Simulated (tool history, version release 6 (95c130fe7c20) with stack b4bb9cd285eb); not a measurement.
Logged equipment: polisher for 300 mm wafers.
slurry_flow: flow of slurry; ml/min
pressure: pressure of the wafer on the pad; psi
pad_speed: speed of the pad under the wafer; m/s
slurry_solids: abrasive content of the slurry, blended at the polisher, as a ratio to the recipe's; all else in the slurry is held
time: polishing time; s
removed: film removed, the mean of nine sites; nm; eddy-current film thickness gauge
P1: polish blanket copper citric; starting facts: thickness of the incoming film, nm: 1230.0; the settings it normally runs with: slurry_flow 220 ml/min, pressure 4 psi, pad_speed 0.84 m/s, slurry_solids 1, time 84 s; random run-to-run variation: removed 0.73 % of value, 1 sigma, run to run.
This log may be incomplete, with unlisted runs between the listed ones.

run,hour,slurry_flow,pressure,pad_speed,slurry_solids,time,wafers polished on this pad,hours since the slurry nozzle was cleaned,hours since the head pressure was calibrated,hours since the slurry blender was calibrated,removed
1,16.1,220,4,0.84,1,84,883,205.7,67.9,380.8,186.09
2,26.7,220,4,0.84,1,84,1031,216.3,78.5,391.4,186.38
# hour 41.8: head pressure recalibrated
3,43.2,220,4,0.84,0.8,84,1263,232.8,1.4,407.9,176.43
4,59.8,220,4,0.84,1,123,1495,249.4,18,424.5,270.18
5,78.4,220,4,0.58,1,84,1756,268,36.6,443.1,129.48
6,96,220,2.1,0.84,1,84,2003,285.6,54.2,460.7,100.4
7,113.4,220,4,0.84,1,40,2246,303,71.6,478.1,88.845
8,126.6,220,4,0.84,1.4,84,2431,316.2,84.8,491.3,199.97
9,141.3,130,4,0.84,1,84,2637,330.9,99.5,506,171.45
10,153.8,305,4,0.84,1,84,2813,343.4,112,518.5,192.62
11,164,220,6.2,0.84,1,84,2956,353.6,122.2,528.7,287.5
# hour 166.5: worn pad replaced by a new one
12,174.9,220,4,0.84,1,84,118,364.5,133.1,539.6,186.19
13,187.9,220,4,0.84,1,84,300,377.5,146.1,552.6,185.54
14,202.5,220,4,1.34,1,84,505,392.1,160.7,567.2,295.04
15,219.6,220,2.1,0.84,1,64,745,409.2,177.8,584.3,76.72
16,232.5,220,4,0.84,1,84,925,422.1,190.7,597.2,185.09
17,245.5,220,4,0.84,1,84,1108,435.1,203.7,610.2,182.11
18,260.3,220,4,0.84,1,84,1315,449.9,218.5,625,181.13
19,269.1,220,4,0.84,1,84,1438,458.7,227.3,633.8,177.89
20,286.7,220,4,0.84,1,84,1685,476.3,244.9,651.4,174.88
# hour 293.5: head pressure recalibrated
# hour 294.4: worn pad replaced by a new one
21,300.4,220,4,0.84,1,84,84,490,6.9,665.1,172.34
22,311.7,220,4,0.84,1,84,242,501.3,18.2,676.4,172.61

The next listed run, before its measurement:
23,330.2,220,4,0.84,1,84,501,519.8,36.7,694.9,?

removed: 172.22 nm

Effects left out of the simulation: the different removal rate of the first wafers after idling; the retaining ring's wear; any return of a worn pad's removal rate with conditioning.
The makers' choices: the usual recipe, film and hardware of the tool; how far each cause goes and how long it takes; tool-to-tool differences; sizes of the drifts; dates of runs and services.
